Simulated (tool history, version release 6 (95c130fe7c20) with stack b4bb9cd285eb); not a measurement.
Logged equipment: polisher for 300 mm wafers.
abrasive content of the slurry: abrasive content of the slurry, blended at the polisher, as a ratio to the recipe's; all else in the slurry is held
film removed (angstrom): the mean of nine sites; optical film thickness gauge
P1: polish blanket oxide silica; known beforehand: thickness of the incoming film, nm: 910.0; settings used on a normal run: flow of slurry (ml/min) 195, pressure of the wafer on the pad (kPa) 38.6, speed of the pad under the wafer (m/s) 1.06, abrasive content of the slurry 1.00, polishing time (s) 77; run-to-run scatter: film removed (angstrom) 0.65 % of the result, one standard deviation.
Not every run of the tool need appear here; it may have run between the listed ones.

| run | hour | flow of slurry (ml/min) | pressure of the wafer on the pad (kPa) | speed of the pad under the wafer (m/s) | abrasive content of the slurry | polishing time (s) | film removed (angstrom) |
|---|---|---|---|---|---|---|---|
| 1 | 4.5 | 195 | 38.6 | 1.06 | 1.00 | 77 | 2740.2 |
| 2 | 8.8 | 195 | 38.6 | 1.06 | 1.00 | 77 | 2727.1 |
| 3 | 13.5 | 195 | 38.6 | 0.48 | 1.00 | 77 | 1448.1 |
| 4 | 17.6 | 195 | 18.6 | 1.06 | 1.00 | 77 | 1291.3 |
| 5 | 20.2 | 195 | 38.6 | 1.06 | 1.50 | 77 | 3198.0 |
| 6 | 22.5 | 115 | 38.6 | 1.06 | 1.00 | 77 | 2488.2 |
| 7 | 25.0 | 195 | 38.6 | 1.48 | 1.00 | 77 | 3562.9 |
| 8 | 29.4 | 195 | 57.2 | 1.06 | 1.30 | 77 | 4489.4 |
| 9 | 32.9 | 195 | 38.6 | 1.06 | 0.55 | 77 | 1967.9 |
| 10 | 36.2 | 195 | 38.6 | 1.06 | 1.00 | 51 | 1787.1 |
| 11 | 39.5 | 195 | 38.6 | 1.06 | 1.00 | 77 | 2716.4 |
| 12 | 43.9 | 195 | 38.6 | 1.06 | 1.00 | 77 | 2706.5 |
| 13 | 47.3 | 195 | 60.7 | 1.06 | 1.00 | 77 | 4302.1 |
| 14 | 51.8 | 195 | 38.6 | 1.06 | 1.00 | 77 | 2722.0 |
|  | 53.4 | conditioning disc replaced and pad reconditioned |
| 15 | 54.0 | 195 | 38.6 | 1.06 | 1.00 | 121 | 4276.1 |
| 16 | 56.6 | 300 | 38.6 | 1.06 | 1.00 | 77 | 2858.0 |
| 17 | 61.1 | 195 | 38.6 | 1.06 | 1.00 | 77 | 2721.4 |
| 18 | 64.6 | 195 | 38.6 | 1.06 | 1.00 | 77 | 2582.1 |
| 19 | 66.8 | 195 | 38.6 | 1.06 | 1.00 | 77 | 2537.4 |
| 20 | 69.4 | 195 | 38.6 | 1.06 | 1.00 | 77 | 2524.9 |
| 21 | 72.8 | 195 | 38.6 | 1.06 | 1.00 | 77 | 2483.9 |
|  | 73.5 | slurry nozzle cleaned |
| 22 | 76.9 | 195 | 38.6 | 1.06 | 1.00 | 77 | 2455.8 |
| 23 | 79.8 | 195 | 38.6 | 1.06 | 1.00 | 77 | 2425.9 |
|  | 82.6 | head pressure recalibrated |
| 24 | 83.9 | 195 | 38.6 | 1.06 | 1.00 | 77 | 2389.0 |
|  | 85.6 | conditioning disc replaced and pad reconditioned |
| 25 | 88.7 | 195 | 38.6 | 1.06 | 1.00 | 77 | 2415.0 |
| 26 | 93.4 | 195 | 38.6 | 1.06 | 1.00 | 77 | 2405.1 |
| 27 | 95.7 | 195 | 38.6 | 1.06 | 1.00 | 77 | 2397.4 |

The output of P1 has drifted from where it used to be. Each of the 2 causes below, taken at the size shown beside it, accounts for the log equally well:
A: abrasive missing from the slurry, % = 23.6
B: removal rate lost through wear of the pad, % = 12.3
The process output started creeping at around hour 61.1.
Why every other cause is out:
slurry flow missing at the pad, %: was serviced at hour 73.5, once the creep was under way, yet the earlier output never came back
head's pressure below its setpoint, %: was serviced at hour 82.6, once the creep was under way, yet the earlier output never came back
time polished since the conditioner stopped cutting, s: was serviced at hour 85.6, once the creep was under way, yet the earlier output never came back

The 4 check runs listed below each average the results of 2 wafers, and their outcomes are marked with question marks. Under which run would the listed causes produce clearly different results?
| check 1 | 98.0 | 195 | 38.6 | 1.48 | 0.55 | 77 | ? |
| check 2 | 98.0 | 290 | 38.6 | 1.06 | 1.00 | 100 | ? |
| check 3 | 98.0 | 195 | 38.6 | 0.64 | 1.00 | 77 | ? |
| check 4 | 98.0 | 115 | 38.6 | 1.06 | 1.00 | 119 | ? |

Outcome of each check run for each possible cause:
| check | result | if A | if B |
|---|---|---|---|
| check 1 | film removed (angstrom) | 2182.9 | 2270.6 |
| check 2 | film removed (angstrom) | 3238.7 | 3239.1 |
| check 3 | film removed (angstrom) | 1592.7 | 1592.9 |
| check 4 | film removed (angstrom) | 3361.3 | 3361.8 |
Minimum pairwise separation of causes per check, each pair taken at its best-separating result: check 1 3.94 %; check 2 0.01 %; check 3 0.01 %; check 4 0.01 %
Only in check 1 would the causes give clearly different results; in the remaining checks their results would be nearly the same.

The results of check 1 are: film removed (angstrom) 2168.8. Based on these, which of the listed causes is it?

The correct cause is A, namely: abrasive missing from the slurry, %.

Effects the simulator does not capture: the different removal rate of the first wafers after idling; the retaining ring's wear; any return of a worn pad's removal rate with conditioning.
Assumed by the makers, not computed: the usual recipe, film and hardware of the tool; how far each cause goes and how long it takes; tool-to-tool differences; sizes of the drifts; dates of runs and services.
